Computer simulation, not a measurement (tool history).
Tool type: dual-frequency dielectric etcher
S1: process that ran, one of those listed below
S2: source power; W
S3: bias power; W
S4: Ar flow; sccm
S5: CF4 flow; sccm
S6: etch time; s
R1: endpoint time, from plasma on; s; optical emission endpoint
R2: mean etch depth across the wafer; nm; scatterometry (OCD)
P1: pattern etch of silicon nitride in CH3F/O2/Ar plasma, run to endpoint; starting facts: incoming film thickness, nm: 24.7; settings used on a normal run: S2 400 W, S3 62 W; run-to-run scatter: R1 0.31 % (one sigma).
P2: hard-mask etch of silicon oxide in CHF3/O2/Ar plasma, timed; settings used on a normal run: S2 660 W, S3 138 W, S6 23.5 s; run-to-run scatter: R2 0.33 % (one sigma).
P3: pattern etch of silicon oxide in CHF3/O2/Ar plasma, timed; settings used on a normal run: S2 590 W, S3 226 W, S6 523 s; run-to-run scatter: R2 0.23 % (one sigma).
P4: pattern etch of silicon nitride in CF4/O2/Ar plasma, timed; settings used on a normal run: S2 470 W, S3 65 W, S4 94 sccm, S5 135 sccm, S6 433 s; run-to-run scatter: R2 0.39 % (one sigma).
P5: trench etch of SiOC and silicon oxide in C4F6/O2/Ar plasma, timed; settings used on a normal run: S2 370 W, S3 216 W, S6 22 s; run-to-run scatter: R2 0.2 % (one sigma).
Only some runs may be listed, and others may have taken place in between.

run,hour,S1,S2,S3,S4,S5,S6,R1,R2
1,2.7,P1,400,62,,,,38.107,
2,7,P1,520,62,,,,34.495,
3,9.4,P1,400,62,,,,38.393,
4,12.4,P1,260,76,,,,42.003,
5,14.7,P1,400,62,,,,37.991,
6,19,P4,470,65,94,135,433,,899.56
7,21,P4,470,65,94,135,543.5,,1124.7
8,24,P2,890,138,,,23.5,,48.605
9,26.5,P1,520,85,,,,30.89,
10,28.9,P3,820,226,,,523,,1245.4
11,32,P3,590,267,,,523,,1169.2
12,35.2,P4,470,65,62,135,433,,933.02
13,39.1,P1,400,47,,,,41.754,
14,42.7,P3,590,226,,,523,,1096.1
15,44.6,P4,470,38,94,135,433,,744
16,48.4,P2,660,180,,,23.5,,47.159
17,51.8,P2,660,138,,,13.5,,24.88
18,55.3,P5,370,301,,,22,,49.602
19,59.3,P5,370,216,,,27.5,,55.357
20,63.2,P3,590,226,,,682.5,,1445.3
21,65.2,P4,290,65,94,135,433,,593.94
22,68.2,P1,400,62,,,,38.072,
23,70.5,P4,470,65,94,190,433,,928.2
24,72.6,P2,660,138,,,23.5,,43.067
25,75.9,P5,370,216,,,22,,44.089
26,79.8,P1,400,83,,,,34.705,
27,83.2,P5,370,216,,,22,,44.292
28,87.3,P1,280,50,,,,47.095,
29,89.4,P1,400,62,,,,38.269,
30,92.7,P1,290,62,,,,43.231,
31,95.8,P5,280,216,,,22,,39.756
32,99.6,P1,400,62,,,,38.429,
33,103.1,P1,400,62,,,,38.311,
34,106.6,P1,400,62,,,,38.784,
35,109.4,P1,400,62,,,,38.698,
36,112.2,P1,400,62,,,,38.767,
# hour 114: wet clean of the chamber
37,115.5,P1,400,62,,,,38.973,
38,118,P1,400,62,,,,38.714,
39,122.2,P1,400,62,,,,38.815,
40,125.9,P1,400,62,,,,38.976,
41,130,P1,400,62,,,,38.918,
42,132.4,P1,400,62,,,,38.909,

The log shows P1 creeping away from where it was. Any of the 2 causes listed here, at the size stated for it, fits the log just as well as the others:
A: source power that arrives under what is set, % = 4.02
B: bias power that arrives under what is set, % = 4.66
The onset of the drift is placed at about hour 99.6.
The rest of the possible causes, and what rules out each one:
chamber walls in a state that lowers the etch rate, %: serviced at hour 114, after the drift had started, without restoring the earlier output

Below are 4 check runs, each averaged over 2 wafers, with their results shown as question marks. Which of them would give clearly different results depending on which cause is behind the drift?
check 1,134.8,P2,850,138,,,16.5,,?
check 2,134.8,P4,470,40,94,186,433,,?
check 3,134.8,P3,810,226,,,624.5,,?
check 4,134.8,P5,370,297,,,22,,?

Expected result of each check under each candidate cause:
check,result,if A,if B
check 1,R2,32.857,32.904
check 2,R2,753.41,769.11
check 3,R2,1458,1456.9
check 4,R2,48.513,48.456
Distance between the nearest two causes, measured in the result of the check that separates them most: check 1 0.14 %; check 2 2.06 %; check 3 0.08 %; check 4 0.12 %
Of the check runs offered, only check 2 discriminates between the causes; the rest would read about the same regardless of which cause applies.

Check 2 was carried out, with these results: R2 768.84 nm. Which of the listed causes is responsible?

It was cause B: bias power that arrives under what is set, %.
